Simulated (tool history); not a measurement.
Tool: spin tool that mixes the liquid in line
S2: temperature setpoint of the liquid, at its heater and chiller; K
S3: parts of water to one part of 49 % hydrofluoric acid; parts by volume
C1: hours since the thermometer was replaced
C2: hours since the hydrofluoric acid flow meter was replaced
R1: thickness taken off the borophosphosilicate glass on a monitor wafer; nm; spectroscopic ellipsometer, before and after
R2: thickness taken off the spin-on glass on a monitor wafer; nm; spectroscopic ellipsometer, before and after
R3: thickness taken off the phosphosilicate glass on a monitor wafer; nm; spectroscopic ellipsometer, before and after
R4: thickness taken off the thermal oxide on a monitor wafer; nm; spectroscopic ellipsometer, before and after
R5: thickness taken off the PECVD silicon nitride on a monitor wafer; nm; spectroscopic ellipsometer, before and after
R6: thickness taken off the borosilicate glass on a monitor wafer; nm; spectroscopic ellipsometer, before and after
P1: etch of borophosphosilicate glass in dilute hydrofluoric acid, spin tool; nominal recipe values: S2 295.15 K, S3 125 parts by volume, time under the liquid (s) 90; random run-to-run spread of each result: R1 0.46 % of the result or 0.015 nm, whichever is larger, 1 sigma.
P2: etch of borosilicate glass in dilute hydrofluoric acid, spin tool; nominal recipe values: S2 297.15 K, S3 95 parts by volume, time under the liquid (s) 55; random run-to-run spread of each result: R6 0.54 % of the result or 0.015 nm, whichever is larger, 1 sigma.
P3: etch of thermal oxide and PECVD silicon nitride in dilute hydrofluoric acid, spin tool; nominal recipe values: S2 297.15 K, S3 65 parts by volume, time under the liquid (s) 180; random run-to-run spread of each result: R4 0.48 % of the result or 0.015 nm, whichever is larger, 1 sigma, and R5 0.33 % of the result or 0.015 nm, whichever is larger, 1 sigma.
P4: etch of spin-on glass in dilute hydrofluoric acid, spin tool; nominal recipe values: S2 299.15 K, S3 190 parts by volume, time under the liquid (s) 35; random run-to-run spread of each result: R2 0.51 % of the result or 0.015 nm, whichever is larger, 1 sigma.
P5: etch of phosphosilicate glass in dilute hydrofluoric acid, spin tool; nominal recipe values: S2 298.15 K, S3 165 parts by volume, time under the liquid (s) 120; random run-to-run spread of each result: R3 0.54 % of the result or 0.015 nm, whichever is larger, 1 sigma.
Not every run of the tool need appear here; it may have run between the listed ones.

{"run": 1, "day": 0.225, "process that ran": "P1", "S2": 295.15, "S3": 125, "time under the liquid (s)": 90, "C1": 761.7, "C2": 489.3, "R1": 38.394}
{"run": 2, "day": 0.6, "process that ran": "P4", "S2": 299.15, "S3": 190, "time under the liquid (s)": 35, "C1": 770.7, "C2": 498.3, "R2": 9.3068}
{"run": 3, "day": 1.05, "process that ran": "P5", "S2": 298.15, "S3": 165, "time under the liquid (s)": 120, "C1": 781.5, "C2": 509.1, "R3": 42.33}
{"run": 4, "day": 1.5, "process that ran": "P3", "S2": 297.15, "S3": 65, "time under the liquid (s)": 180, "C1": 792.3, "C2": 519.9, "R4": 14.217, "R5": 7.2421}
{"run": 5, "day": 1.808, "process that ran": "P1", "S2": 295.15, "S3": 125, "time under the liquid (s)": 90, "C1": 799.7, "C2": 527.3, "R1": 38.726}
{"run": 6, "day": 2.212, "process that ran": "P1", "S2": 295.15, "S3": 125, "time under the liquid (s)": 90, "C1": 809.4, "C2": 537, "R1": 38.791}
{"run": 7, "day": 2.55, "process that ran": "P1", "S2": 295.15, "S3": 40, "time under the liquid (s)": 90, "C1": 817.5, "C2": 545.1, "R1": 134.43}
{"run": 8, "day": 2.971, "process that ran": "P4", "S2": 305.15, "S3": 190, "time under the liquid (s)": 35, "C1": 827.6, "C2": 555.2, "R2": 11.419}
{"run": 9, "day": 3.442, "process that ran": "P4", "S2": 299.15, "S3": 190, "time under the liquid (s)": 35, "C1": 838.9, "C2": 566.5, "R2": 9.2339}
{"run": 10, "day": 3.771, "process that ran": "P5", "S2": 298.15, "S3": 70, "time under the liquid (s)": 120, "C1": 846.8, "C2": 574.4, "R3": 113.63}
{"run": 11, "day": 4.112, "process that ran": "P3", "S2": 297.15, "S3": 100, "time under the liquid (s)": 180, "C1": 855, "C2": 582.6, "R4": 8.8074, "R5": 4.7237}
{"run": 12, "day": 4.6, "process that ran": "P4", "S2": 299.15, "S3": 190, "time under the liquid (s)": 70, "C1": 866.7, "C2": 594.3, "R2": 18.562}
{"run": 13, "day": 4.842, "process that ran": "P1", "S2": 295.15, "S3": 125, "time under the liquid (s)": 90, "C1": 872.5, "C2": 600.1, "R1": 38.999}
{"run": 14, "day": 5.204, "process that ran": "P3", "S2": 297.15, "S3": 65, "time under the liquid (s)": 180, "C1": 881.2, "C2": 608.8, "R4": 14.18, "R5": 7.2697}
{"run": 15, "day": 5.471, "process that ran": "P1", "S2": 295.15, "S3": 125, "time under the liquid (s)": 90, "C1": 887.6, "C2": 615.2, "R1": 38.926}
{"run": 16, "day": 5.925, "process that ran": "P2", "S2": 297.15, "S3": 170, "time under the liquid (s)": 55, "C1": 898.5, "C2": 626.1, "R6": 7.5463}
{"run": 17, "day": 6.367, "process that ran": "P1", "S2": 295.15, "S3": 125, "time under the liquid (s)": 90, "C1": 909.1, "C2": 636.7, "R1": 38.98}
{"run": 18, "day": 6.662, "process that ran": "P1", "S2": 290.65, "S3": 125, "time under the liquid (s)": 90, "C1": 916.2, "C2": 643.8, "R1": 32.342}
{"run": 19, "day": 6.912, "process that ran": "P2", "S2": 297.15, "S3": 95, "time under the liquid (s)": 55, "C1": 922.2, "C2": 649.8, "R6": 14.918}
{"run": 20, "day": 7.308, "process that ran": "P2", "S2": 297.15, "S3": 95, "time under the liquid (s)": 115, "C1": 931.7, "C2": 659.3, "R6": 31.104}
{"run": 21, "day": 7.562, "process that ran": "P4", "S2": 299.15, "S3": 55, "time under the liquid (s)": 35, "C1": 937.8, "C2": 665.4, "R2": 37.781}
{"run": 22, "day": 8.083, "process that ran": "P1", "S2": 295.15, "S3": 125, "time under the liquid (s)": 90, "C1": 950.3, "C2": 677.9, "R1": 38.73}
{"run": 23, "day": 8.554, "process that ran": "P2", "S2": 303.65, "S3": 95, "time under the liquid (s)": 55, "C1": 961.6, "C2": 689.2, "R6": 19.218}
{"run": 24, "day": 8.983, "process that ran": "P1", "S2": 295.15, "S3": 170, "time under the liquid (s)": 90, "C1": 971.9, "C2": 699.5, "R1": 27.134}
{"run": 25, "day": 9.371, "process that ran": "P1", "S2": 299.65, "S3": 125, "time under the liquid (s)": 90, "C1": 981.2, "C2": 708.8, "R1": 46.092}
{"run": 26, "day": 9.708, "process that ran": "P5", "S2": 290.15, "S3": 165, "time under the liquid (s)": 120, "C1": 989.3, "C2": 716.9, "R3": 31.377}
{"run": 27, "day": 10.025, "process that ran": "P3", "S2": 303.65, "S3": 65, "time under the liquid (s)": 180, "C1": 996.9, "C2": 724.5, "R4": 18.229, "R5": 11.076}
{"run": 28, "day": 10.275, "process that ran": "P1", "S2": 295.15, "S3": 125, "time under the liquid (s)": 15, "C1": 1002.9, "C2": 730.5, "R1": 6.4837}
{"run": 29, "day": 10.608, "process that ran": "P3", "S2": 297.15, "S3": 65, "time under the liquid (s)": 80, "C1": 1010.9, "C2": 738.5, "R4": 6.2381, "R5": 3.2033}
{"run": 30, "day": 10.879, "process that ran": "P1", "S2": 295.15, "S3": 125, "time under the liquid (s)": 140, "C1": 1017.4, "C2": 745, "R1": 60.818}
{"run": 31, "day": 11.25, "process that ran": "P5", "S2": 298.15, "S3": 165, "time under the liquid (s)": 15, "C1": 1026.3, "C2": 753.9, "R3": 5.3436}
{"run": 32, "day": 11.583, "process that ran": "P1", "S2": 290.15, "S3": 125, "time under the liquid (s)": 150, "C1": 1034.3, "C2": 761.9, "R1": 52.939}
{"run": 33, "day": 11.825, "process that ran": "P1", "S2": 295.15, "S3": 55, "time under the liquid (s)": 165, "C1": 1040.1, "C2": 767.7, "R1": 174.68}
{"run": 34, "day": 12.196, "process that ran": "P1", "S2": 295.15, "S3": 125, "time under the liquid (s)": 90, "C1": 1049, "C2": 776.6, "R1": 38.67}
{"run": 35, "day": 12.667, "process that ran": "P1", "S2": 295.15, "S3": 125, "time under the liquid (s)": 90, "C1": 1060.3, "C2": 787.9, "R1": 40.777}
{"run": 36, "day": 12.996, "process that ran": "P1", "S2": 295.15, "S3": 125, "time under the liquid (s)": 90, "C1": 1068.2, "C2": 795.8, "R1": 41.372}
{"run": 37, "day": 13.267, "process that ran": "P1", "S2": 295.15, "S3": 125, "time under the liquid (s)": 90, "C1": 1074.7, "C2": 802.3, "R1": 42.199}
{"run": 38, "day": 13.617, "process that ran": "P1", "S2": 295.15, "S3": 125, "time under the liquid (s)": 90, "C1": 1083.1, "C2": 810.7, "R1": 42.011}
{"run": 39, "day": 13.938, "process that ran": "P1", "S2": 295.15, "S3": 125, "time under the liquid (s)": 90, "C1": 1090.8, "C2": 818.4, "R1": 41.813}
{"run": 40, "day": 14.417, "process that ran": "P1", "S2": 295.15, "S3": 125, "time under the liquid (s)": 90, "C1": 1102.3, "C2": 829.9, "R1": 42.397}

What P1 gives has crept off from where it sat before. The 2 causes that follow fit the log equally well, each at the size noted:
A: liquid hotter than its thermometer reads (K) = 2.14
B: hydrofluoric acid flow above the setpoint (%) = 7.65
Creep in the process output first set in at about day 12.196.

Each of the 4 check runs below uses one wafer; its results are left as question marks. Which run tells the causes apart?
{"run": "check 1", "day": 14.896, "process that ran": "P2", "S2": 297.15, "S3": 95, "time under the liquid (s)": 55, "R6": "?"}
{"run": "check 2", "day": 14.896, "process that ran": "P4", "S2": 299.15, "S3": 190, "time under the liquid (s)": 35, "R2": "?"}
{"run": "check 3", "day": 14.896, "process that ran": "P3", "S2": 297.15, "S3": 65, "time under the liquid (s)": 180, "R4": "?", "R5": "?"}
{"run": "check 4", "day": 14.896, "process that ran": "P5", "S2": 298.15, "S3": 165, "time under the liquid (s)": 120, "R3": "?"}

What every check run would give for each of its results, assuming each possible cause in turn:
check=check_1 result=R6 if_A=16.15 if_B=16.115
check=check_2 result=R2 if_A=9.9702 if_B=10.093
check=check_3 result=R4 if_A=15.391 if_B=15.291
check=check_3 result=R5 if_A=8.3464 if_B=7.7845
check=check_4 result=R3 if_A=46.113 if_B=46.487
Per check, the gap between the least separated pair of causes, taken in the result that splits them most: check 1 0.22 %; check 2 1.22 %; check 3 6.97 %; check 4 0.81 %
Only in check 3 would the causes give clearly different results; in the remaining checks their results would be nearly the same.

Check 3 has now been run. It gave: R4 15.208 nm; R5 7.7816 nm. Which of the candidate causes is it?

It was cause B: hydrofluoric acid flow above the setpoint (%).
